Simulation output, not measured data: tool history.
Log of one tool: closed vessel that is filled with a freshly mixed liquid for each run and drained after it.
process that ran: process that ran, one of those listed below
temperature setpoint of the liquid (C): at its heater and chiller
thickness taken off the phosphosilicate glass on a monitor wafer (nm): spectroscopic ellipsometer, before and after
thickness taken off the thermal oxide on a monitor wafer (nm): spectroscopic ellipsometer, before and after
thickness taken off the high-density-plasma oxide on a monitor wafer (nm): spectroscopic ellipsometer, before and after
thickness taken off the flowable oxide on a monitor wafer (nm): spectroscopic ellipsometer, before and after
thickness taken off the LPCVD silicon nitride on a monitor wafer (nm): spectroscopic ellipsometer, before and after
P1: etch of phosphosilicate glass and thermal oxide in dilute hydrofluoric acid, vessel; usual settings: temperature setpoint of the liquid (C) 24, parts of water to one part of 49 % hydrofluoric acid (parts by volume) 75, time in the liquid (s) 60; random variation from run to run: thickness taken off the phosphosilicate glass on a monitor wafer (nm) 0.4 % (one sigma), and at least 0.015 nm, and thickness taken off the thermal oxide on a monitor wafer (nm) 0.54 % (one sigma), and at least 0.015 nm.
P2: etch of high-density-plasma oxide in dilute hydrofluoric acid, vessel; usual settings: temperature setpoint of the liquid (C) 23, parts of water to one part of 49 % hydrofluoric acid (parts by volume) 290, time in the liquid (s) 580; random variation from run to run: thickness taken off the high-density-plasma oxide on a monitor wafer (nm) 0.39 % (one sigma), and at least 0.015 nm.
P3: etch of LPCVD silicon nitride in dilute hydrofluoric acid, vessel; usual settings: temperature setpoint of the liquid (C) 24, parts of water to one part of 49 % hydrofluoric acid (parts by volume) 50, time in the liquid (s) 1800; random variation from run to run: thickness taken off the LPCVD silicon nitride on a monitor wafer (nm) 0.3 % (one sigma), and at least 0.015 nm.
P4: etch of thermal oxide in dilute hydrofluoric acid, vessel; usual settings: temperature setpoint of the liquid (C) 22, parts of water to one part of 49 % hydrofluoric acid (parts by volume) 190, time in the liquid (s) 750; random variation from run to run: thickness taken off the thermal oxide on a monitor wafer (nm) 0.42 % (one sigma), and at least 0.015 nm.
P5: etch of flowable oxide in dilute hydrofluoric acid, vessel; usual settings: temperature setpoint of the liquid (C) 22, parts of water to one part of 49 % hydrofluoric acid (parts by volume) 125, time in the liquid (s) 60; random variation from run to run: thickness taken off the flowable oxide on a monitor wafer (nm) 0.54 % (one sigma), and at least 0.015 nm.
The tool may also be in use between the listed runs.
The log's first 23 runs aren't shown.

| run | day | process that ran | temperature setpoint of the liquid (C) | parts of water to one part of 49 % hydrofluoric acid (parts by volume) | time in the liquid (s) | hours since the thermometer was replaced | hours since the hydrofluoric acid flow meter was replaced | thickness taken off the phosphosilicate glass on a monitor wafer (nm) | thickness taken off the thermal oxide on a monitor wafer (nm) | thickness taken off the high-density-plasma oxide on a monitor wafer (nm) | thickness taken off the flowable oxide on a monitor wafer (nm) | thickness taken off the LPCVD silicon nitride on a monitor wafer (nm) |
|---|---|---|---|---|---|---|---|---|---|---|---|---|
| 24 | 6.65 | P2 | 23 | 290 | 580 | 1236.6 | 16 |  |  | 11.188 |  |  |
| 25 | 6.958 | P1 | 31 | 75 | 90 | 1244 | 23.4 | 150.95 | 7.8111 |  |  |  |
| 26 | 7.325 | P1 | 24 | 75 | 105 | 1252.8 | 32.2 | 133.43 | 7.034 |  |  |  |
| 27 | 7.562 | P5 | 22 | 185 | 60 | 1258.5 | 37.9 |  |  |  | 10.167 |  |
| 28 | 7.846 | P4 | 30 | 190 | 750 | 1265.3 | 44.7 |  | 20.024 |  |  |  |
| 29 | 8.229 | P1 | 24 | 20 | 60 | 1274.5 | 53.9 | 305.78 | 16.139 |  |  |  |
| 30 | 8.467 | P1 | 24 | 75 | 60 | 1280.2 | 59.6 | 76.029 | 3.9977 |  |  |  |
| 31 | 8.758 | P1 | 24 | 75 | 60 | 1287.2 | 66.6 | 76.338 | 3.9452 |  |  |  |
| 32 | 9.004 | P1 | 24 | 75 | 60 | 1293.1 | 72.5 | 74.419 | 3.864 |  |  |  |
| 33 | 9.188 | P1 | 24 | 75 | 60 | 1297.5 | 76.9 | 73.106 | 3.8245 |  |  |  |
| 34 | 9.588 | P1 | 24 | 75 | 60 | 1307.1 | 86.5 | 71.305 | 3.7752 |  |  |  |
| 35 | 9.833 | P1 | 24 | 75 | 60 | 1313 | 92.4 | 70.882 | 3.709 |  |  |  |

Forecast run 36:
| 36 | 10.138 | P1 | 24 | 75 | 60 | 1320.3 | 99.7 | ? | ? |  |  |  |

Run 36 gave thickness taken off the phosphosilicate glass on a monitor wafer (nm) 70.191, thickness taken off the thermal oxide on a monitor wafer (nm) 3.677.

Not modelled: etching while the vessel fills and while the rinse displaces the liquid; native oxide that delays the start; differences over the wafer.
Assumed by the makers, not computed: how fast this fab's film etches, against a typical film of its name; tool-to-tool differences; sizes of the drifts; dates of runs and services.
